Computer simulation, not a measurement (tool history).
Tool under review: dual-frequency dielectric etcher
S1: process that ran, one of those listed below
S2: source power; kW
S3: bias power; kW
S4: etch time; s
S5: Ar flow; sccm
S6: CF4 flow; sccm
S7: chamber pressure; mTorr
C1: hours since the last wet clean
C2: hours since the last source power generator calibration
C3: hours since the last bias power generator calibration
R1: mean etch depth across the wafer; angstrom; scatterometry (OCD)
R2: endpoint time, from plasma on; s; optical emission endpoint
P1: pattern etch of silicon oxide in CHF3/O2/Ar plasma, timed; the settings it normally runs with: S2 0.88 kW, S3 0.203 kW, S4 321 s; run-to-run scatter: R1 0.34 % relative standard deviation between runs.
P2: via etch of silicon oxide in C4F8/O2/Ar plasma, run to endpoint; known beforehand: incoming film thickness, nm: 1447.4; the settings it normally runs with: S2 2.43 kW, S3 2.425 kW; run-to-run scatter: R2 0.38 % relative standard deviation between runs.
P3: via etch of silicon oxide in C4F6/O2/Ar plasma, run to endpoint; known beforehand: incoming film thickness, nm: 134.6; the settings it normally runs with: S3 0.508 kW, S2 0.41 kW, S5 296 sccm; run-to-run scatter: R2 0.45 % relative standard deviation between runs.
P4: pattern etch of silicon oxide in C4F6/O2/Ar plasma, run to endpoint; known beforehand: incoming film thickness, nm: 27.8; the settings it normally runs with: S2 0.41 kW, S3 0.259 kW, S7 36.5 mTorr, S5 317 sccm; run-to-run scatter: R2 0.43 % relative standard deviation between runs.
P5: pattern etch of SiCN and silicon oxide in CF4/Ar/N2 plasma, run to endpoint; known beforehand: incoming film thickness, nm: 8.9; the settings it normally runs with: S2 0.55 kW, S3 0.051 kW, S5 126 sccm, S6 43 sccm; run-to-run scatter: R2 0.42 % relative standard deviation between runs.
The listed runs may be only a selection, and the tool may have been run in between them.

{"run": 1, "hour": 9.6, "S1": "P1", "S2": 0.88, "S3": 0.203, "S4": 321, "C1": 303.3, "C2": 2159.4, "C3": 2421.8, "R1": 7684.9}
{"run": 2, "hour": 15.2, "S1": "P2", "S2": 2.91, "S3": 2.425, "C1": 308.9, "C2": 2165, "C3": 2427.4, "R2": 232.39}
{"run": 3, "hour": 19.5, "S1": "P1", "S2": 0.88, "S3": 0.203, "S4": 321, "C1": 313.2, "C2": 2169.3, "C3": 2431.7, "R1": 7720.1}
{"run": 4, "hour": 25.3, "S1": "P3", "S2": 0.41, "S3": 0.656, "S5": 296, "C1": 319, "C2": 2175.1, "C3": 2437.5, "R2": 26.145}
{"run": 5, "hour": 30.2, "S1": "P1", "S2": 0.88, "S3": 0.144, "S4": 321, "C1": 323.9, "C2": 2180, "C3": 2442.4, "R1": 6892.7}
{"run": 6, "hour": 34.6, "S1": "P3", "S2": 0.41, "S3": 0.508, "S5": 206, "C1": 328.3, "C2": 2184.4, "C3": 2446.8, "R2": 27.527}
{"run": 7, "hour": 40.6, "S1": "P5", "S2": 0.55, "S3": 0.051, "S5": 174, "S6": 43, "C1": 334.3, "C2": 2190.4, "C3": 2452.8, "R2": 11.896}
{"hour": 41.1, "done": "bias power generator calibrated"}
{"run": 8, "hour": 49.1, "S1": "P3", "S2": 0.41, "S3": 0.508, "S5": 296, "C1": 342.8, "C2": 2198.9, "C3": 8.1, "R2": 28.816}
{"run": 9, "hour": 58.3, "S1": "P5", "S2": 0.55, "S3": 0.035, "S5": 126, "S6": 43, "C1": 352, "C2": 2208.1, "C3": 17.3, "R2": 12.683}
{"run": 10, "hour": 66.3, "S1": "P1", "S2": 1.04, "S3": 0.203, "S4": 394, "C1": 360, "C2": 2216.1, "C3": 25.3, "R1": 10056}
{"run": 11, "hour": 73.9, "S1": "P5", "S2": 0.55, "S3": 0.051, "S5": 126, "S6": 53, "C1": 367.6, "C2": 2223.7, "C3": 32.9, "R2": 10.779}
{"run": 12, "hour": 81.4, "S1": "P1", "S2": 0.88, "S3": 0.203, "S4": 460, "C1": 375.1, "C2": 2231.2, "C3": 40.4, "R1": 11094}
{"run": 13, "hour": 90.2, "S1": "P1", "S2": 0.63, "S3": 0.262, "S4": 321, "C1": 383.9, "C2": 2240, "C3": 49.2, "R1": 7422.3}
{"run": 14, "hour": 95.7, "S1": "P5", "S2": 0.55, "S3": 0.051, "S5": 126, "S6": 43, "C1": 389.4, "C2": 2245.5, "C3": 54.7, "R2": 11.193}
{"run": 15, "hour": 103.2, "S1": "P4", "S2": 0.41, "S3": 0.314, "S5": 317, "S7": 36.5, "C1": 396.9, "C2": 2253, "C3": 62.2, "R2": 7.3023}
{"run": 16, "hour": 109.9, "S1": "P1", "S2": 0.88, "S3": 0.203, "S4": 321, "C1": 403.6, "C2": 2259.7, "C3": 68.9, "R1": 7663}
{"run": 17, "hour": 117.5, "S1": "P3", "S2": 0.41, "S3": 0.508, "S5": 296, "C1": 411.2, "C2": 2267.3, "C3": 76.5, "R2": 28.494}
{"run": 18, "hour": 124.4, "S1": "P4", "S2": 0.41, "S3": 0.259, "S5": 317, "S7": 36.5, "C1": 418.1, "C2": 2274.2, "C3": 83.4, "R2": 7.7819}
{"run": 19, "hour": 130.8, "S1": "P1", "S2": 1.13, "S3": 0.203, "S4": 321, "C1": 424.5, "C2": 2280.6, "C3": 89.8, "R1": 8492.4}
{"run": 20, "hour": 136.5, "S1": "P3", "S2": 0.53, "S3": 0.508, "S5": 296, "C1": 430.2, "C2": 2286.3, "C3": 95.5, "R2": 26.029}
{"run": 21, "hour": 143.6, "S1": "P4", "S2": 0.41, "S3": 0.259, "S5": 428, "S7": 36.5, "C1": 437.3, "C2": 2293.4, "C3": 102.6, "R2": 8.0589}
{"run": 22, "hour": 148.9, "S1": "P5", "S2": 0.74, "S3": 0.051, "S5": 126, "S6": 43, "C1": 442.6, "C2": 2298.7, "C3": 107.9, "R2": 8.6236}
{"run": 23, "hour": 153.8, "S1": "P1", "S2": 0.88, "S3": 0.268, "S4": 321, "C1": 447.5, "C2": 2303.6, "C3": 112.8, "R1": 8427.2}
{"run": 24, "hour": 159.2, "S1": "P1", "S2": 0.88, "S3": 0.203, "S4": 321, "C1": 452.9, "C2": 2309, "C3": 118.2, "R1": 7690.2}
{"run": 25, "hour": 165.0, "S1": "P2", "S2": 2.43, "S3": 2.425, "C1": 458.7, "C2": 2314.8, "C3": 124, "R2": 246.98}
{"run": 26, "hour": 173.7, "S1": "P5", "S2": 0.55, "S3": 0.051, "S5": 126, "S6": 43, "C1": 467.4, "C2": 2323.5, "C3": 132.7, "R2": 11.122}
{"run": 27, "hour": 179.8, "S1": "P1", "S2": 0.88, "S3": 0.203, "S4": 321, "C1": 473.5, "C2": 2329.6, "C3": 138.8, "R1": 7684.7}
{"run": 28, "hour": 185.9, "S1": "P4", "S2": 0.41, "S3": 0.259, "S5": 317, "S7": 44.5, "C1": 479.6, "C2": 2335.7, "C3": 144.9, "R2": 7.9506}
{"run": 29, "hour": 191.7, "S1": "P1", "S2": 0.66, "S3": 0.203, "S4": 321, "C1": 485.4, "C2": 2341.5, "C3": 150.7, "R1": 6914.6}
{"run": 30, "hour": 196.7, "S1": "P1", "S2": 0.88, "S3": 0.203, "S4": 321, "C1": 490.4, "C2": 2346.5, "C3": 155.7, "R1": 7685.4}
{"run": 31, "hour": 205.7, "S1": "P4", "S2": 0.28, "S3": 0.259, "S5": 317, "S7": 36.5, "C1": 499.4, "C2": 2355.5, "C3": 164.7, "R2": 8.9385}
{"run": 32, "hour": 212.7, "S1": "P1", "S2": 0.88, "S3": 0.203, "S4": 189, "C1": 506.4, "C2": 2362.5, "C3": 171.7, "R1": 4519.6}
{"run": 33, "hour": 217.5, "S1": "P2", "S2": 2.43, "S3": 1.499, "C1": 511.2, "C2": 2367.3, "C3": 176.5, "R2": 286.88}
{"run": 34, "hour": 223.1, "S1": "P1", "S2": 0.88, "S3": 0.203, "S4": 321, "C1": 516.8, "C2": 2372.9, "C3": 182.1, "R1": 7690.9}
{"run": 35, "hour": 229.3, "S1": "P1", "S2": 0.88, "S3": 0.203, "S4": 321, "C1": 523, "C2": 2379.1, "C3": 188.3, "R1": 7657.4}
{"run": 36, "hour": 236.3, "S1": "P1", "S2": 0.88, "S3": 0.203, "S4": 321, "C1": 530, "C2": 2386.1, "C3": 195.3, "R1": 7616.4}
{"run": 37, "hour": 245.0, "S1": "P1", "S2": 0.88, "S3": 0.203, "S4": 321, "C1": 538.7, "C2": 2394.8, "C3": 204, "R1": 7563.2}
{"run": 38, "hour": 251.2, "S1": "P1", "S2": 0.88, "S3": 0.203, "S4": 321, "C1": 544.9, "C2": 2401, "C3": 210.2, "R1": 7637.1}
{"run": 39, "hour": 256.8, "S1": "P1", "S2": 0.88, "S3": 0.203, "S4": 321, "C1": 550.5, "C2": 2406.6, "C3": 215.8, "R1": 7621.3}
{"run": 40, "hour": 264.3, "S1": "P1", "S2": 0.88, "S3": 0.203, "S4": 321, "C1": 558, "C2": 2414.1, "C3": 223.3, "R1": 7622.5}
{"hour": 271.6, "done": "wet clean of the chamber"}
{"run": 41, "hour": 272.9, "S1": "P1", "S2": 0.88, "S3": 0.203, "S4": 321, "C1": 1.3, "C2": 2422.7, "C3": 231.9, "R1": 7585.5}
{"run": 42, "hour": 280.5, "S1": "P1", "S2": 0.88, "S3": 0.203, "S4": 321, "C1": 8.9, "C2": 2430.3, "C3": 239.5, "R1": 7620.3}
{"run": 43, "hour": 289.9, "S1": "P1", "S2": 0.88, "S3": 0.203, "S4": 321, "C1": 18.3, "C2": 2439.7, "C3": 248.9, "R1": 7548.3}
{"run": 44, "hour": 298.9, "S1": "P1", "S2": 0.88, "S3": 0.203, "S4": 321, "C1": 27.3, "C2": 2448.7, "C3": 257.9, "R1": 7582.4}

What P1 gives has crept away from where it was. These 2 causes fit the log equally well, each at the size given:
A: source power that arrives under what is set, % = 4.37
B: bias power that arrives under what is set, % = 5
The gradual shift began around hour 223.1.
Every other cause this tool's parts could produce, and why it does not fit the log:
chamber walls in a state that lowers the etch rate, %: its service at hour 271.6 followed the start of the drift and did not put the process back to its old value

Each of the check runs listed below is run on 2 wafers and reports their average, with the results left as question marks. Pick the one under which the possible causes would lead to clearly different results.
{"run": "check 1", "hour": 307.9, "S1": "P2", "S2": 2.43, "S3": 2.425, "R2": "?"}
{"run": "check 2", "hour": 307.9, "S1": "P3", "S2": 0.41, "S3": 0.508, "S5": 296, "R2": "?"}
{"run": "check 3", "hour": 307.9, "S1": "P4", "S2": 0.41, "S3": 0.259, "S5": 317, "S7": 36.5, "R2": "?"}
{"run": "check 4", "hour": 307.9, "S1": "P5", "S2": 0.55, "S3": 0.051, "S5": 126, "S6": 43, "R2": "?"}

Expected result of each check under each candidate cause:
check=check_1 result=R2 if_A=253.64 if_B=252.95
check=check_2 result=R2 if_A=29.167 if_B=29.244
check=check_3 result=R2 if_A=7.8914 if_B=7.8936
check=check_4 result=R2 if_A=11.595 if_B=11.35
Smallest distance between any two causes, each pair judged by its most separating result, in per cent: check 1 0.27 %; check 2 0.27 %; check 3 0.03 %; check 4 2.14 %
The other checks would show nearly matching results whichever cause is true, so check 4 is the only one that separates the causes.

Here is what check 4 returned: R2 11.379 s. Which cause is it?

The correct cause is B, namely: bias power that arrives under what is set, %.

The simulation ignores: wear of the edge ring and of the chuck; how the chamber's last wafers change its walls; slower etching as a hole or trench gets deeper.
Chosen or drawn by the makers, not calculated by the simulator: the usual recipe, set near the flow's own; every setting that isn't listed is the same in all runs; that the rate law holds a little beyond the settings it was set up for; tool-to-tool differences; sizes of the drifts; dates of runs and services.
